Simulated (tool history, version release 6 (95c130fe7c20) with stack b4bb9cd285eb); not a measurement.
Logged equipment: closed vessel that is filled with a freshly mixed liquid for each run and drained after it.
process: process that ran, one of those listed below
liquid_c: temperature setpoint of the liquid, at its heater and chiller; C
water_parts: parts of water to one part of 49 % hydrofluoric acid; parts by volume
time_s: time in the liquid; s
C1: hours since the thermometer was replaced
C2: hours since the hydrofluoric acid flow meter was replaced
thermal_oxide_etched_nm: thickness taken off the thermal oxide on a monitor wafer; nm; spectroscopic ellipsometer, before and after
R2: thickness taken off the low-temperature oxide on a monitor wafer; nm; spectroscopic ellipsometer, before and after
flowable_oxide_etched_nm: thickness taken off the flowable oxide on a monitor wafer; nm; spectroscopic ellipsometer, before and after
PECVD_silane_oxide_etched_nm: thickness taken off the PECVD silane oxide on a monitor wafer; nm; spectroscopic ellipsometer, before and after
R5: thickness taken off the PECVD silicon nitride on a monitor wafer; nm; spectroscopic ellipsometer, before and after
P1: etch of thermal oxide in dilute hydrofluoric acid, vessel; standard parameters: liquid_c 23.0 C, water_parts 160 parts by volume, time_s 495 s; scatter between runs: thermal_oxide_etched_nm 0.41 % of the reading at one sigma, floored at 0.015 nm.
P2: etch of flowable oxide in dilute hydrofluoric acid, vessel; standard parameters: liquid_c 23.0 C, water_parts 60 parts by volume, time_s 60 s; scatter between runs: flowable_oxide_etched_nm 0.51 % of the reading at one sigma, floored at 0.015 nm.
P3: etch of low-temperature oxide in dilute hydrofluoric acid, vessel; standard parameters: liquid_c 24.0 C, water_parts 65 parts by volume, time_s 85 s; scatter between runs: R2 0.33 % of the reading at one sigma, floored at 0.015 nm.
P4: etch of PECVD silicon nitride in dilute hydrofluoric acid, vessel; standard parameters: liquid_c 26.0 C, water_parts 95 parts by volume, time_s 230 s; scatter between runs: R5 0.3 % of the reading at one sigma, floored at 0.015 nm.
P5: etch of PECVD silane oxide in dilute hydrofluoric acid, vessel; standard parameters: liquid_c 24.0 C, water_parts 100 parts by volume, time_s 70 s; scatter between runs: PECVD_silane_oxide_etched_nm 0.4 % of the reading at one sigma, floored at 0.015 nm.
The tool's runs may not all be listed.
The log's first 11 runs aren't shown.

Run 12, hour 49.0: process P2, liquid_c 23.0 C, water_parts 90 parts by volume, time_s 60 s; C1 558.2; C2 1027.3. Result: flowable_oxide_etched_nm 13.314 nm.
Run 13, hour 52.9: process P4, liquid_c 26.0 C, water_parts 95 parts by volume, time_s 230 s; C1 562.1; C2 1031.2. Result: R5 10.3860 nm.
Run 14, hour 58.9: process P5, liquid_c 24.0 C, water_parts 100 parts by volume, time_s 70 s; C1 568.1; C2 1037.2. Result: PECVD_silane_oxide_etched_nm 18.772 nm.
Run 15, hour 64.8: process P5, liquid_c 24.0 C, water_parts 100 parts by volume, time_s 70 s; C1 574.0; C2 1043.1. Result: PECVD_silane_oxide_etched_nm 18.863 nm.
Run 16, hour 68.1: process P1, liquid_c 23.0 C, water_parts 160 parts by volume, time_s 495 s; C1 577.3; C2 1046.4. Result: thermal_oxide_etched_nm 13.3720 nm.
Run 17, hour 72.1: process P4, liquid_c 20.5 C, water_parts 95 parts by volume, time_s 230 s; C1 581.3; C2 1050.4. Result: R5 7.2076 nm.
Run 18, hour 75.6: process P1, liquid_c 27.0 C, water_parts 160 parts by volume, time_s 820 s; C1 584.8; C2 1053.9. Result: thermal_oxide_etched_nm 26.0450 nm.
Run 19, hour 80.4: process P1, liquid_c 23.0 C, water_parts 160 parts by volume, time_s 495 s; C1 589.6; C2 1058.7. Result: thermal_oxide_etched_nm 13.4970 nm.
Run 20, hour 84.9: process P5, liquid_c 24.0 C, water_parts 100 parts by volume, time_s 110 s; C1 594.1; C2 1063.2. Result: PECVD_silane_oxide_etched_nm 29.995 nm.
Run 21, hour 88.9: process P1, liquid_c 28.5 C, water_parts 160 parts by volume, time_s 495 s; C1 598.1; C2 1067.2. Result: thermal_oxide_etched_nm 16.5630 nm.
Run 22, hour 93.9: process P3, liquid_c 24.0 C, water_parts 65 parts by volume, time_s 85 s; C1 603.1; C2 1072.2. Result: R2 25.7750 nm.
Run 23, hour 98.3: process P1, liquid_c 23.0 C, water_parts 160 parts by volume, time_s 495 s; C1 607.5; C2 1076.6. Result: thermal_oxide_etched_nm 13.5030 nm.
Run 24, hour 102.3: process P4, liquid_c 26.0 C, water_parts 170 parts by volume, time_s 230 s; C1 611.5; C2 1080.6. Result: R5 5.8432 nm.
Run 25, hour 107.1: process P1, liquid_c 23.0 C, water_parts 160 parts by volume, time_s 750 s; C1 616.3; C2 1085.4. Result: thermal_oxide_etched_nm 20.4150 nm.
Run 26, hour 110.4: process P2, liquid_c 23.0 C, water_parts 60 parts by volume, time_s 30 s; C1 619.6; C2 1088.7. Result: flowable_oxide_etched_nm 10.241 nm.
Run 27, hour 115.3: process P2, liquid_c 18.5 C, water_parts 60 parts by volume, time_s 60 s; C1 624.5; C2 1093.6. Result: flowable_oxide_etched_nm 17.057 nm.
Run 28, hour 118.1: process P1, liquid_c 23.0 C, water_parts 245 parts by volume, time_s 940 s; C1 627.3; C2 1096.4. Result: thermal_oxide_etched_nm 15.2360 nm.
Run 29, hour 121.6: process P1, liquid_c 23.0 C, water_parts 280 parts by volume, time_s 495 s; C1 630.8; C2 1099.9. Result: thermal_oxide_etched_nm 6.7755 nm.
Run 30, hour 124.9: process P1, liquid_c 23.0 C, water_parts 50 parts by volume, time_s 495 s; C1 634.1; C2 1103.2. Result: thermal_oxide_etched_nm 49.1610 nm.
Run 31, hour 127.9: process P1, liquid_c 18.5 C, water_parts 160 parts by volume, time_s 805 s; C1 637.1; C2 1106.2. Result: thermal_oxide_etched_nm 18.4000 nm.
Run 32, hour 131.3: process P4, liquid_c 26.0 C, water_parts 95 parts by volume, time_s 30 s; C1 640.5; C2 1109.6. Result: R5 1.3398 nm.
Run 33, hour 134.2: process P5, liquid_c 17.0 C, water_parts 100 parts by volume, time_s 70 s; C1 643.4; C2 1112.5. Result: PECVD_silane_oxide_etched_nm 14.278 nm.
Run 34, hour 139.7: process P1, liquid_c 23.0 C, water_parts 160 parts by volume, time_s 495 s; C1 648.9; C2 1118.0. Result: thermal_oxide_etched_nm 13.3970 nm.

Expected results for the next run?
Run 35, hour 146.0: process P1, liquid_c 23.0 C, water_parts 160 parts by volume, time_s 495 s; C1 655.2; C2 1124.3. Result: thermal_oxide_etched_nm ?.

Logged for run 35: thermal_oxide_etched_nm 12.7650 nm.
